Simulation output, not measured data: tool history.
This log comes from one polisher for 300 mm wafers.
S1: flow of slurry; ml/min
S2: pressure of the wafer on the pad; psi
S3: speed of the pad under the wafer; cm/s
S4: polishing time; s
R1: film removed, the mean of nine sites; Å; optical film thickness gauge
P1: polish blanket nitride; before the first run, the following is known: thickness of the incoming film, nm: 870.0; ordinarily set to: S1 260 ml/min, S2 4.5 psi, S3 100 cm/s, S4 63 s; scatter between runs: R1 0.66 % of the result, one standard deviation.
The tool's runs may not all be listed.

| run | day | S1 | S2 | S3 | S4 | R1 |
|---|---|---|---|---|---|---|
| 1 | 0.358 | 260 | 4.5 | 100 | 63 | 1341.50 |
| 2 | 0.933 | 260 | 4.5 | 100 | 63 | 1334.70 |
| 3 | 1.267 | 260 | 4.5 | 100 | 93 | 1964.40 |
| 4 | 1.583 | 375 | 4.5 | 100 | 63 | 1381.50 |
| 5 | 1.971 | 260 | 4.5 | 100 | 63 | 1325.90 |
| 6 | 2.308 | 260 | 4.5 | 160 | 63 | 1944.10 |
| 7 | 2.850 | 260 | 2.1 | 100 | 63 | 617.27 |
| 8 | 3.212 | 260 | 4.5 | 48 | 63 | 738.10 |
| 9 | 3.517 | 155 | 4.5 | 100 | 63 | 1248.50 |
| 10 | 4.083 | 260 | 4.5 | 100 | 45 | 955.09 |
| 11 | 4.575 | 260 | 4.5 | 100 | 63 | 1343.20 |
| 12 | 4.942 | 185 | 4.5 | 100 | 36 | 727.02 |
| 13 | 5.262 | 260 | 2.5 | 46 | 63 | 401.93 |
| 14 | 5.821 | 260 | 4.5 | 142 | 47 | 1306.30 |
| 15 | 6.438 | 260 | 4.5 | 100 | 63 | 1318.80 |
| 16 | 7.038 | 260 | 6.6 | 100 | 63 | 1965.80 |
| 17 | 7.650 | 260 | 4.5 | 100 | 63 | 1335.50 |
| 18 | 7.971 | 260 | 4.5 | 100 | 63 | 1320.40 |
| 19 | 8.508 | 260 | 4.5 | 100 | 63 | 1304.20 |
| 20 | 9.075 | 260 | 4.5 | 100 | 63 | 1285.00 |
|  | 9.308 | head pressure recalibrated |
| 21 | 9.479 | 260 | 4.5 | 100 | 63 | 1258.40 |
| 22 | 10.121 | 260 | 4.5 | 100 | 63 | 1268.00 |
| 23 | 10.525 | 260 | 4.5 | 100 | 63 | 1257.60 |
| 24 | 11.012 | 260 | 4.5 | 100 | 63 | 1266.40 |

P1 no longer gives what it gave before; its output has crept away from where it was. The following 2 causes, each at its listed size, fit the log equally well:
A: removal rate lost through wear of the pad, % = 5.51
B: slurry flow missing at the pad, % = 35.7
The gradual shift began around day 7.650.
Excluded causes, each with its reason:
head's pressure below its setpoint, %: serviced at day 9.308, after the change had begun; the process did not return to its earlier output

Consider the 4 check runs below, whose results appear as question marks and each of which averages 3 wafers. Which one distinguishes the causes, in that each cause would give it a clearly different result?
| check 1 | 11.500 | 260 | 2.1 | 76 | 63 | ? |
| check 2 | 11.500 | 160 | 5.7 | 100 | 63 | ? |
| check 3 | 11.500 | 260 | 4.5 | 156 | 49 | ? |
| check 4 | 11.500 | 260 | 5.9 | 130 | 63 | ? |

Expected result of each check under each candidate cause:
| check | result | if A | if B |
|---|---|---|---|
| check 1 | R1 | 471.61 | 471.55 |
| check 2 | R1 | 1495.70 | 1448.10 |
| check 3 | R1 | 1397.30 | 1397.10 |
| check 4 | R1 | 2035.70 | 2035.50 |
Smallest distance between any two causes, each pair judged by its most separating result, in per cent: check 1 0.01 %; check 2 3.24 %; check 3 0.01 %; check 4 0.01 %
Of the check runs offered, only check 2 discriminates between the causes; the rest would read about the same regardless of which cause applies.

Running check 2 produced the following: R1 1497.30 Å. Which one of the listed causes fits?

The correct cause is A, namely: removal rate lost through wear of the pad, %.

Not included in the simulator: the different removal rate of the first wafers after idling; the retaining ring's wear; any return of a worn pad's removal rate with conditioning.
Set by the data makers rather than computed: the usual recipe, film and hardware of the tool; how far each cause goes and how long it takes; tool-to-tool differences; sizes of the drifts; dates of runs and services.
